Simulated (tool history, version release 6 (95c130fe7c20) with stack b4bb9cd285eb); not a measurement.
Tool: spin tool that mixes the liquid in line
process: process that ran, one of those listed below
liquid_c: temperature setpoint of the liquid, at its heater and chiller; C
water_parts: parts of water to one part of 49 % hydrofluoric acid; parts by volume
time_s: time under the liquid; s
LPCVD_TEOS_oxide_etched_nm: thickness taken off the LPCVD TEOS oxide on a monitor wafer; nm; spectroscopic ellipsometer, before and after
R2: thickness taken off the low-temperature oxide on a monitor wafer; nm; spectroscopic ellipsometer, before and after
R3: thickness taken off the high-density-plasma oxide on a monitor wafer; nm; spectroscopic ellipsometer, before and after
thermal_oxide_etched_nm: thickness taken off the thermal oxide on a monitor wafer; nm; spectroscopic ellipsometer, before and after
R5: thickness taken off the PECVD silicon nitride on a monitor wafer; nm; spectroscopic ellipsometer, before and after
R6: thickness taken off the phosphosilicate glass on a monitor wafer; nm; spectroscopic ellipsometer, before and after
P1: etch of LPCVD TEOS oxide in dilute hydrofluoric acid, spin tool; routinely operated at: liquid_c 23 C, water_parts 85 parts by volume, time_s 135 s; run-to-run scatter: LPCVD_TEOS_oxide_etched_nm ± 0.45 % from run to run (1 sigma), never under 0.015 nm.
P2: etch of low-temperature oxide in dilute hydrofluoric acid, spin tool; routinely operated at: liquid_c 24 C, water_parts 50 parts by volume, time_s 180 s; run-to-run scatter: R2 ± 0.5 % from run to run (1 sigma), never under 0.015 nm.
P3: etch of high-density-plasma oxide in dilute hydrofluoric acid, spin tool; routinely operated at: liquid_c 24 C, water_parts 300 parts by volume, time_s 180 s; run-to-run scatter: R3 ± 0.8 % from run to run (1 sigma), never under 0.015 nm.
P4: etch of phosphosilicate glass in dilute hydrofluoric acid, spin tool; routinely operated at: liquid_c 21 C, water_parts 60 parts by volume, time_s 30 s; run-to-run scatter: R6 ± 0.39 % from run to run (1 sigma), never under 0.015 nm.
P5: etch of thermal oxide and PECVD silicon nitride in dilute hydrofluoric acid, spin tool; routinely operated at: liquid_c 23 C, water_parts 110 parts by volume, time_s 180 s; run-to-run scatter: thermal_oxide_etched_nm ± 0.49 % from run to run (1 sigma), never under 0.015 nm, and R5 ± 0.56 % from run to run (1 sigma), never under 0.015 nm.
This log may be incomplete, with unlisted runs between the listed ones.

{"run": 1, "day": 0.471, "process": "P1", "liquid_c": 23, "water_parts": 85, "time_s": 135, "LPCVD_TEOS_oxide_etched_nm": 29.619}
{"run": 2, "day": 0.696, "process": "P1", "liquid_c": 23, "water_parts": 85, "time_s": 50, "LPCVD_TEOS_oxide_etched_nm": 10.928}
{"run": 3, "day": 1.154, "process": "P1", "liquid_c": 23, "water_parts": 35, "time_s": 135, "LPCVD_TEOS_oxide_etched_nm": 76.818}
{"run": 4, "day": 1.442, "process": "P1", "liquid_c": 23, "water_parts": 130, "time_s": 55, "LPCVD_TEOS_oxide_etched_nm": 7.4828}
{"run": 5, "day": 1.825, "process": "P2", "liquid_c": 24, "water_parts": 50, "time_s": 330, "R2": 75.633}
{"run": 6, "day": 2.129, "process": "P2", "liquid_c": 24, "water_parts": 70, "time_s": 180, "R2": 28.906}
{"run": 7, "day": 2.567, "process": "P3", "liquid_c": 24, "water_parts": 300, "time_s": 180, "R3": 3.0201}
{"run": 8, "day": 2.888, "process": "P5", "liquid_c": 23, "water_parts": 110, "time_s": 280, "thermal_oxide_etched_nm": 11.678, "R5": 8.3145}
{"run": 9, "day": 3.108, "process": "P4", "liquid_c": 21, "water_parts": 60, "time_s": 30, "R6": 59.024}
{"run": 10, "day": 3.471, "process": "P1", "liquid_c": 23, "water_parts": 85, "time_s": 220, "LPCVD_TEOS_oxide_etched_nm": 48.586}
{"run": 11, "day": 3.846, "process": "P3", "liquid_c": 24, "water_parts": 300, "time_s": 270, "R3": 4.4149}
{"run": 12, "day": 4.212, "process": "P1", "liquid_c": 28, "water_parts": 85, "time_s": 65, "LPCVD_TEOS_oxide_etched_nm": 17.438}
{"run": 13, "day": 4.638, "process": "P1", "liquid_c": 23, "water_parts": 85, "time_s": 135, "LPCVD_TEOS_oxide_etched_nm": 29.651}
{"run": 14, "day": 4.958, "process": "P4", "liquid_c": 21, "water_parts": 60, "time_s": 15, "R6": 29.694}
{"run": 15, "day": 5.246, "process": "P2", "liquid_c": 24, "water_parts": 50, "time_s": 180, "R2": 41.659}
{"run": 16, "day": 5.7, "process": "P1", "liquid_c": 28.5, "water_parts": 85, "time_s": 135, "LPCVD_TEOS_oxide_etched_nm": 37.034}
{"run": 17, "day": 5.908, "process": "P3", "liquid_c": 24, "water_parts": 65, "time_s": 180, "R3": 18.048}
{"run": 18, "day": 6.179, "process": "P1", "liquid_c": 17, "water_parts": 85, "time_s": 135, "LPCVD_TEOS_oxide_etched_nm": 23.314}
{"run": 19, "day": 6.433, "process": "P1", "liquid_c": 23, "water_parts": 85, "time_s": 135, "LPCVD_TEOS_oxide_etched_nm": 29.805}
{"run": 20, "day": 6.708, "process": "P4", "liquid_c": 21, "water_parts": 25, "time_s": 30, "R6": 149.31}
{"run": 21, "day": 7.108, "process": "P2", "liquid_c": 32.5, "water_parts": 50, "time_s": 180, "R2": 58.609}
{"run": 22, "day": 7.546, "process": "P4", "liquid_c": 27.5, "water_parts": 60, "time_s": 30, "R6": 77.178}
{"run": 23, "day": 8.008, "process": "P5", "liquid_c": 23, "water_parts": 110, "time_s": 180, "thermal_oxide_etched_nm": 7.4294, "R5": 5.3437}
{"run": 24, "day": 8.471, "process": "P1", "liquid_c": 23, "water_parts": 85, "time_s": 135, "LPCVD_TEOS_oxide_etched_nm": 29.958}
{"run": 25, "day": 8.767, "process": "P5", "liquid_c": 23, "water_parts": 150, "time_s": 180, "thermal_oxide_etched_nm": 5.2917, "R5": 3.9337}
{"run": 26, "day": 9.058, "process": "P4", "liquid_c": 21, "water_parts": 60, "time_s": 30, "R6": 59.463}

Run 27 has not been measured yet. What should we expect?
{"run": 27, "day": 9.479, "process": "P1", "liquid_c": 23, "water_parts": 135, "time_s": 135, "LPCVD_TEOS_oxide_etched_nm": "?"}

LPCVD_TEOS_oxide_etched_nm: 17.743 nm
